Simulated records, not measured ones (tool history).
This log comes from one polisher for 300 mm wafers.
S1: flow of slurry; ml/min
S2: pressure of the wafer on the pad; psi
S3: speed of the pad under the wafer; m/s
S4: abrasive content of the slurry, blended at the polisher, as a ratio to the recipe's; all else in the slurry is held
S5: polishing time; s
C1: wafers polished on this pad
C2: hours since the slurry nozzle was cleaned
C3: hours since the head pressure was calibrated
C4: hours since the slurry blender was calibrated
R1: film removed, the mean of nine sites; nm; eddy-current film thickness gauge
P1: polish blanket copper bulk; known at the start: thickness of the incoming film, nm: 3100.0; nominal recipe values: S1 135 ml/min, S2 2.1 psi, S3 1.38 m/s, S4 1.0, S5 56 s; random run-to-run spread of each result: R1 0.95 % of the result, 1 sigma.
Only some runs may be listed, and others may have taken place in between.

run,day,S1,S2,S3,S4,S5,C1,C2,C3,C4,R1
1,0.225,135,2.1,1.38,1.0,56,158,236.6,417.5,78.2,541.48
2,0.521,135,2.1,1.38,0.7,56,260,243.7,424.6,85.3,500.15
3,0.708,135,2.1,1.38,1.0,56,324,248.2,429.1,89.8,547.13
4,1.075,135,2.1,1.38,1.0,56,450,257.0,437.9,98.6,550.54
5,1.438,135,2.1,1.38,1.0,75,575,265.7,446.6,107.3,737.45
6,1.825,85,2.1,1.38,1.0,32,708,275.0,455.9,116.6,281.14
7,2.117,135,2.1,1.86,1.0,56,808,282.0,462.9,123.6,725.67
8,2.342,135,2.1,1.38,1.0,56,886,287.4,468.3,129.0,547.84
9,2.592,135,2.1,1.38,1.0,56,972,293.4,474.3,135.0,549.03
# day 2.629: slurry nozzle cleaned
10,2.942,135,1.1,1.38,1.0,56,1092,7.6,482.7,143.4,291.35
11,3.250,135,2.9,1.38,1.0,56,1198,15.0,490.1,150.8,747.48
12,3.533,175,2.1,1.38,1.0,56,1295,21.8,496.9,157.6,578.54
13,3.754,135,2.1,1.38,1.0,26,1371,27.1,502.2,162.9,253.47
14,4.033,135,2.1,0.62,1.0,56,1467,33.8,508.9,169.6,244.76
15,4.354,80,2.1,1.38,1.0,56,1577,41.5,516.6,177.3,485.38
16,4.700,135,2.1,1.38,1.5,56,1696,49.8,524.9,185.6,601.41
17,5.025,135,2.1,1.38,1.0,56,1808,57.6,532.7,193.4,548.35
18,5.412,135,2.1,1.38,1.0,56,1941,66.9,542.0,202.7,557.18
19,5.588,135,2.1,1.38,1.0,56,2001,71.1,546.2,206.9,537.63
20,5.912,135,2.1,1.38,1.0,56,2112,78.9,554.0,214.7,522.02
21,6.312,135,2.1,1.38,1.0,56,2250,88.5,563.6,224.3,512.30
# day 6.542: worn pad replaced by a new one
22,6.588,135,2.1,1.38,1.0,56,16,95.1,570.2,230.9,511.16
# day 6.792: head pressure recalibrated
23,6.925,135,2.1,1.38,1.0,56,132,103.2,3.3,239.0,514.17
24,7.129,135,2.1,1.38,1.0,56,202,108.1,8.2,243.9,504.48
25,7.462,135,2.1,1.38,1.0,56,316,116.1,16.2,251.9,500.41

Something has made what P1 gives creep away from where it was; the 2 causes below, each at its own stated size, fit the log equally well:
A: abrasive missing from the slurry, % = 32.1
B: slurry flow missing at the pad, % = 30.4
The drift started at roughly day 5.412.
Excluded causes, each with its reason:
removal rate lost through wear of the pad, %: serviced at day 6.542, after the drift had started, without restoring the earlier output
head's pressure below its setpoint, %: serviced at day 6.792, after the drift had started, without restoring the earlier output

The list below offers 4 check runs, each averaging the results of 3 wafers, and shows each result as a question mark. For which of them would the listed causes give clearly different results?
check 1,7.796,80,2.1,1.38,1.00,56,,,,,?
check 2,7.796,135,2.1,1.02,1.00,34,,,,,?
check 3,7.796,170,2.1,1.38,0.75,56,,,,,?
check 4,7.796,135,2.1,1.84,1.00,56,,,,,?

How each check would come out, cause by cause:
check,result,if A,if B
check 1,R1,443.90,423.86
check 2,R1,226.01,226.00
check 3,R1,494.48,500.59
check 4,R1,671.52,671.47
Gap, in per cent, between the two causes that each check separates least, read from the result that separates them most: check 1 4.62 %; check 2 0.01 %; check 3 1.23 %; check 4 0.01 %
Only check 1 tells the causes apart: in the others they would give nearly the same result.

Then check 1 was run and gave: R1 444.64 nm. Which cause is it?

The correct cause is A, namely: abrasive missing from the slurry, %.

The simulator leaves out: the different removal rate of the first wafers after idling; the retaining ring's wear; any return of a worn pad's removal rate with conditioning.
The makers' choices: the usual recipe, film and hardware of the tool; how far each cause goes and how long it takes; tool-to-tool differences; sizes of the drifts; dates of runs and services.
